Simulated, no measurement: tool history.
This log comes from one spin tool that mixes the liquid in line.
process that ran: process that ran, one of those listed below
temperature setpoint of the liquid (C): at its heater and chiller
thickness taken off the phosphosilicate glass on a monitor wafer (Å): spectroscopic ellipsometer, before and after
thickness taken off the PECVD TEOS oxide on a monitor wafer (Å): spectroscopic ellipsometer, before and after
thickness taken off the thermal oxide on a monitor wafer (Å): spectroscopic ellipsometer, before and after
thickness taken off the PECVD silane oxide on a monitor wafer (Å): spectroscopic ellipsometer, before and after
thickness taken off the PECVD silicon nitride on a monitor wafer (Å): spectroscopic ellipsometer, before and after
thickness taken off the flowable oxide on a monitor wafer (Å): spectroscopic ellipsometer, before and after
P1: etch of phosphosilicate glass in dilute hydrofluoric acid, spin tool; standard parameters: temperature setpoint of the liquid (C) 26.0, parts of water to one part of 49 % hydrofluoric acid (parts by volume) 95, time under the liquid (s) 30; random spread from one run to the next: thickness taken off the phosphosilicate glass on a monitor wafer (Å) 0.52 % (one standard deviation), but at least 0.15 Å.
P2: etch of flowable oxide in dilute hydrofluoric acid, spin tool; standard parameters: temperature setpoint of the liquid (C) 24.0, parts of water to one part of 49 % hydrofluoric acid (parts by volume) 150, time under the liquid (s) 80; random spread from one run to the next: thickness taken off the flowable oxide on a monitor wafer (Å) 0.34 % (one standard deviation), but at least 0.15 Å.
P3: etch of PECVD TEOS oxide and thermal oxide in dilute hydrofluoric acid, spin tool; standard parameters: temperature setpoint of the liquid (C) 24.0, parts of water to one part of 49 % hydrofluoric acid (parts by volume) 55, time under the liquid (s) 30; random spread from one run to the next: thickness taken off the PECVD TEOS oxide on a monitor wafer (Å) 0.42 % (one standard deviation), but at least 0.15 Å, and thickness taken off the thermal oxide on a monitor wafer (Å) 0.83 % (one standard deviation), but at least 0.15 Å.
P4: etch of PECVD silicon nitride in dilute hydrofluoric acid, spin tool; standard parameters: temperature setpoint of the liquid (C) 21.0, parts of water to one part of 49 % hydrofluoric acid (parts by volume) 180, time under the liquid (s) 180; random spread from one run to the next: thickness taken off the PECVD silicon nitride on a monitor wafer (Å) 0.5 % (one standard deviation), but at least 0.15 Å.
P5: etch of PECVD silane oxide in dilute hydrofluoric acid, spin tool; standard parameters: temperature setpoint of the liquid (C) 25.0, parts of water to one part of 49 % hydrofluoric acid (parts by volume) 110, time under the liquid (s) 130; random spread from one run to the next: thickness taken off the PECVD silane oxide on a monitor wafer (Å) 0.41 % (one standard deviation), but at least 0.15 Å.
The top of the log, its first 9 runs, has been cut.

run   hour  process that ran  temperature setpoint of the liquid (C)  parts of water to one part of 49 % hydrofluoric acid (parts by volume)  time under the liquid (s)  thickness taken off the phosphosilicate glass on a monitor wafer (Å)  thickness taken off the PECVD TEOS oxide on a monitor wafer (Å)  thickness taken off the thermal oxide on a monitor wafer (Å)  thickness taken off the PECVD silane oxide on a monitor wafer (Å)  thickness taken off the PECVD silicon nitride on a monitor wafer (Å)  thickness taken off the flowable oxide on a monitor wafer (Å)
 10  105.2                P4                                    21.0                                                                     180                         65                                                                                                                                                                                                                                                                                                                                        17.000
 11  112.9                P2                                    24.0                                                                     150                         80                                                                                                                                                                                                                                                                                                                                                                                                       139.43
 12  124.7                P1                                    26.0                                                                      95                         15                                                                330.15
 13  137.7                P3                                    24.0                                                                      20                         30                                                                                                                                 451.67                                                        80.154
 14  145.5                P1                                    26.0                                                                      95                         30                                                                666.67
 15  159.3                P5                                    33.5                                                                     110                        130                                                                                                                                                                                                                                                                  560.14
 16  174.0                P1                                    20.0                                                                      95                         30                                                                524.96
 17  183.1                P1                                    26.0                                                                     165                         30                                                                349.72
 18  198.0                P2                                    24.0                                                                      50                         80                                                                                                                                                                                                                                                                                                                                                                                                       474.32
 19  213.4                P1                                    31.5                                                                      95                         30                                                                809.11
     213.7  -- thermometer replaced
 20  229.0                P4                                    29.0                                                                     180                        180                                                                                                                                                                                                                                                                                                                                        78.236
 21  238.7                P2                                    24.0                                                                     150                        135                                                                                                                                                                                                                                                                                                                                                                                                       234.65
 22  250.4                P3                                    29.5                                                                      55                         30                                                                                                                                 194.51                                                        33.770
 23  266.0                P4                                    21.0                                                                     180                        180                                                                                                                                                                                                                                                                                                                                        47.366
 24  278.9                P5                                    25.0                                                                     110                         70                                                                                                                                                                                                                                                                  216.16
 25  291.4                P1                                    26.0                                                                      95                         30                                                                657.15
 26  298.8                P2                                    24.0                                                                     150                         80                                                                                                                                                                                                                                                                                                                                                                                                       139.15
 27  308.2                P1                                    26.0                                                                      30                         15                                                               1137.00
 28  321.2                P1                                    26.0                                                                      95                         30                                                                660.80
 29  328.0                P1                                    20.5                                                                      95                         45                                                                799.07
 30  341.9                P5                                    25.0                                                                     110                        130                                                                                                                                                                                                                                                                  404.71
 31  352.7                P4                                    21.0                                                                     180                        180                                                                                                                                                                                                                                                                                                                                        47.297
 32  366.9                P2                                    19.0                                                                     150                         80                                                                                                                                                                                                                                                                                                                                                                                                       114.45
 33  378.8                P1                                    26.0                                                                      95                         30                                                                668.77

Predict the results of run 34:
 34  388.8                P1                                    26.0                                                                      95                         30                                                                     ?

thickness taken off the phosphosilicate glass on a monitor wafer (Å): 643.18
